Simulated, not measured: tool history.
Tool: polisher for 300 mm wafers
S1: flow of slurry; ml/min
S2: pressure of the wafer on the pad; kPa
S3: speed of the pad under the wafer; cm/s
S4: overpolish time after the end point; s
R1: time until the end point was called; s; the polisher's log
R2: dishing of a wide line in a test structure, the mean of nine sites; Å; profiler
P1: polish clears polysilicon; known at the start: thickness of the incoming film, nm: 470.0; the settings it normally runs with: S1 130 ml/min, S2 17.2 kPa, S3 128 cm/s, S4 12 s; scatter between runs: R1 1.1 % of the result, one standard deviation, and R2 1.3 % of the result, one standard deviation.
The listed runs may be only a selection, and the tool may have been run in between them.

{"run": 1, "hour": 14.9, "S1": 130, "S2": 17.2, "S3": 128, "S4": 12, "R1": 27.387, "R2": 621.34}
{"run": 2, "hour": 26.1, "S1": 130, "S2": 17.2, "S3": 128, "S4": 18, "R1": 27.335, "R2": 657.13}
{"run": 3, "hour": 42.2, "S1": 130, "S2": 22.8, "S3": 128, "S4": 12, "R1": 20.868, "R2": 643.85}
{"run": 4, "hour": 55.9, "S1": 130, "S2": 17.2, "S3": 128, "S4": 12, "R1": 27.135, "R2": 631.8}
{"run": 5, "hour": 66.4, "S1": 130, "S2": 17.2, "S3": 128, "S4": 4, "R1": 27.622, "R2": 418.69}
{"run": 6, "hour": 80.3, "S1": 180, "S2": 17.2, "S3": 128, "S4": 22, "R1": 25.772, "R2": 656.06}
{"run": 7, "hour": 91.5, "S1": 130, "S2": 17.2, "S3": 128, "S4": 12, "R1": 27.541, "R2": 620.01}
{"run": 8, "hour": 109.6, "S1": 130, "S2": 12.4, "S3": 128, "S4": 12, "R1": 38.056, "R2": 570.98}
{"run": 9, "hour": 124.2, "S1": 130, "S2": 17.2, "S3": 164, "S4": 12, "R1": 21.765, "R2": 647.1}
{"run": 10, "hour": 137.5, "S1": 130, "S2": 17.2, "S3": 72, "S4": 12, "R1": 48.994, "R2": 527.49}
{"run": 11, "hour": 148.7, "S1": 130, "S2": 17.2, "S3": 128, "S4": 12, "R1": 26.935, "R2": 638.17}
{"run": 12, "hour": 157.1, "S1": 205, "S2": 17.2, "S3": 128, "S4": 12, "R1": 25.509, "R2": 646.07}
{"run": 13, "hour": 167.1, "S1": 80, "S2": 17.2, "S3": 194, "S4": 12, "R1": 20.594, "R2": 651.72}
{"run": 14, "hour": 176.7, "S1": 80, "S2": 17.2, "S3": 128, "S4": 12, "R1": 31.498, "R2": 600.01}
{"run": 15, "hour": 191.8, "S1": 130, "S2": 17.2, "S3": 128, "S4": 12, "R1": 27.619, "R2": 620.39}
{"run": 16, "hour": 202.0, "S1": 130, "S2": 17.2, "S3": 128, "S4": 12, "R1": 27.547, "R2": 624.73}
{"run": 17, "hour": 213.9, "S1": 130, "S2": 17.2, "S3": 128, "S4": 12, "R1": 28.98, "R2": 621.84}

What will run 18 give?
{"run": 18, "hour": 222.9, "S1": 130, "S2": 17.2, "S3": 128, "S4": 12, "R1": "?", "R2": "?"}

R1: 28.902 s
R2: 623.94 Å
